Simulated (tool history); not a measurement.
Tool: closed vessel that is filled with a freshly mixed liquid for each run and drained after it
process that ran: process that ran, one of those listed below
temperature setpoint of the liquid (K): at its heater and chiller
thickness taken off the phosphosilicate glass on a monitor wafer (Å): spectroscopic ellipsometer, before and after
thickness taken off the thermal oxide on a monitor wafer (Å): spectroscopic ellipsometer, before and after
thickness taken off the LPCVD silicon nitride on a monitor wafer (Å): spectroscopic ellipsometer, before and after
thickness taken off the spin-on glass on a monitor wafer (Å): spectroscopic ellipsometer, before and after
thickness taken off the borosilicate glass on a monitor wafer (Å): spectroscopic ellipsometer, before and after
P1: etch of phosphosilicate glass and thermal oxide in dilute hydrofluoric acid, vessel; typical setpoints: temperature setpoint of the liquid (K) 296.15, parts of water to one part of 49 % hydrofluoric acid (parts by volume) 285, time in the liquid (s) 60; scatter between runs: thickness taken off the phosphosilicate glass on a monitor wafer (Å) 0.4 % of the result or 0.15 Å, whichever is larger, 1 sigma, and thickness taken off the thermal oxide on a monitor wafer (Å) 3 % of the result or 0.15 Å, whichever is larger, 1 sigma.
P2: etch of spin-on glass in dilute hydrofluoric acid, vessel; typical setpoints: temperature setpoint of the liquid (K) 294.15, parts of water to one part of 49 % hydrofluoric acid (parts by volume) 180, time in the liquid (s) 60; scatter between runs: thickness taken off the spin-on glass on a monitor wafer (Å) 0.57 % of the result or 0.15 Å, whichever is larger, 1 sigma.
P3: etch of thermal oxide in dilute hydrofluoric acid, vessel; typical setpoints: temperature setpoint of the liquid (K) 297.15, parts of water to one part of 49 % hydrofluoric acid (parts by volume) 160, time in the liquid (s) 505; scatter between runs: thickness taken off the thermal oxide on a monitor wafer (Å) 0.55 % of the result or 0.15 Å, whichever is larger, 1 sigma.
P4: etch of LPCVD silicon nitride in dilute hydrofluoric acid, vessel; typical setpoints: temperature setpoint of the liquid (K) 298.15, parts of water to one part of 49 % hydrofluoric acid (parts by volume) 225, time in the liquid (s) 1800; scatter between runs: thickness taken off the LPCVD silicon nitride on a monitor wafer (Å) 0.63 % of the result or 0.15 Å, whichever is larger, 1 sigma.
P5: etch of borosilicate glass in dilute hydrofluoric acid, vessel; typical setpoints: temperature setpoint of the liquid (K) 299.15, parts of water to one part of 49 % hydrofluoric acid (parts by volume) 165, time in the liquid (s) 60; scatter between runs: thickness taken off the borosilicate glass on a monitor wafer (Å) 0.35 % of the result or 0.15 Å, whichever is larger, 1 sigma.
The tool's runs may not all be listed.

run	hour	process that ran	temperature setpoint of the liquid (K)	parts of water to one part of 49 % hydrofluoric acid (parts by volume)	time in the liquid (s)	hours since the thermometer was replaced	hours since the hydrofluoric acid flow meter was replaced	thickness taken off the phosphosilicate glass on a monitor wafer (Å)	thickness taken off the thermal oxide on a monitor wafer (Å)	thickness taken off the LPCVD silicon nitride on a monitor wafer (Å)	thickness taken off the spin-on glass on a monitor wafer (Å)	thickness taken off the borosilicate glass on a monitor wafer (Å)
1	7.6	P1	296.15	285	60	1493.2	1025.3	290.60	8.1589			
2	20.0	P3	297.15	220	505	1505.6	1037.7		94.8030			
3	27.8	P1	296.15	285	60	1513.4	1045.5	290.35	7.9823			
4	41.5	P4	298.15	225	1800	1527.1	1059.2			41.0720		
# hour 44.8: thermometer replaced
5	49.5	P4	298.15	225	155	4.7	1067.2			3.5058		
6	62.7	P1	296.15	130	60	17.9	1080.4	745.39	21.0490			
7	75.0	P3	302.15	160	505	30.2	1092.7		166.4900			
8	89.6	P1	300.65	285	60	44.8	1107.3	338.71	9.5640			
9	97.5	P2	294.15	180	60	52.7	1115.2				152.84	
10	112.6	P1	290.15	285	60	67.8	1130.3	232.99	6.3583			
11	121.9	P1	296.15	420	60	77.1	1139.6	174.23	5.0355			
12	134.2	P3	297.15	160	230	89.4	1151.9		63.0610			
13	144.5	P2	294.15	180	90	99.7	1162.2				228.81	
14	155.3	P1	296.15	375	105	110.5	1173.0	354.83	9.8449			
15	165.7	P1	296.15	285	60	120.9	1183.4	290.61	8.1926			
16	175.6	P4	298.15	140	1800	130.8	1193.3			65.4510		
17	190.3	P1	296.15	285	60	145.5	1208.0	290.66	8.2878			
18	198.8	P3	297.15	160	505	154.0	1216.5		138.5700			
19	209.6	P1	296.15	285	60	164.8	1227.3	290.12	7.9245			
20	218.0	P1	292.15	485	60	173.2	1235.7	125.79	3.2561			
21	232.9	P2	294.15	85	60	188.1	1250.6				355.76	
22	240.1	P1	302.15	285	100	195.3	1257.8	598.42	16.8720			
23	251.3	P5	299.15	165	120	206.5	1269.0					330.38
24	263.4	P2	290.15	180	60	218.6	1281.1				128.86	
25	276.2	P1	296.15	285	30	231.4	1293.9	144.79	3.8677			
26	287.9	P1	296.15	285	90	243.1	1305.6	434.22	12.5000			
27	295.0	P5	299.15	165	60	250.2	1312.7					164.77
28	302.9	P3	297.15	160	505	258.1	1320.6		139.3000			
29	318.7	P5	305.65	165	60	273.9	1336.4					207.97
30	326.2	P5	299.15	90	60	281.4	1343.9					331.67
31	336.5	P4	294.15	225	1800	291.7	1354.2			31.6460		
32	352.4	P1	296.15	285	60	307.6	1370.1	290.25	7.7625			
33	365.8	P1	296.15	285	60	321.0	1383.5	282.73	7.5517			
34	380.4	P1	296.15	285	60	335.6	1398.1	272.36	7.8892			
35	392.5	P1	296.15	285	60	347.7	1410.2	275.28	7.4882			
36	400.1	P1	296.15	285	60	355.3	1417.8	273.12	7.6117			
37	408.1	P1	296.15	285	60	363.3	1425.8	270.29	7.4901			
38	418.6	P1	296.15	285	60	373.8	1436.3	268.02	6.7439			
39	432.2	P1	296.15	285	60	387.4	1449.9	268.49	6.8916			
40	440.0	P1	296.15	285	60	395.2	1457.7	269.42	7.3472			
41	448.7	P1	296.15	285	60	403.9	1466.4	269.17	7.5937			

What P1 gives has crept off from where it sat before. The 2 causes that follow fit the log equally well, each at the size noted:
A: hydrofluoric acid flow below the setpoint (%) = 5.73
B: liquid colder than its thermometer reads (K) = 2.11
The onset of the drift is placed at about hour 352.4.

The check runs listed below each take one wafer, and their results are still question marks. Under which run would the listed causes lead to clearly different results?
check 1	457.4	P5	299.15	165	60							?
check 2	457.4	P3	297.15	160	505				?			
check 3	457.4	P4	298.15	225	1800					?		
check 4	457.4	P2	294.15	180	60						?	

Outcome of each check run for each possible cause:
check	result	if A	if B
check 1	thickness taken off the borosilicate glass on a monitor wafer (Å)	153.55	152.27
check 2	thickness taken off the thermal oxide on a monitor wafer (Å)	129.4000	127.9800
check 3	thickness taken off the LPCVD silicon nitride on a monitor wafer (Å)	38.4200	35.6970
check 4	thickness taken off the spin-on glass on a monitor wafer (Å)	141.70	139.96
Distance between the nearest two causes, measured in the result of the check that separates them most: check 1 0.83 %; check 2 1.1 %; check 3 7.35 %; check 4 1.23 %
Of the check runs offered, only check 3 discriminates between the causes; the rest would read about the same regardless of which cause applies.

The results of check 3 are: thickness taken off the LPCVD silicon nitride on a monitor wafer (Å) 38.4010. Based on these, which of the listed causes is it?

It was cause A: hydrofluoric acid flow below the setpoint (%).
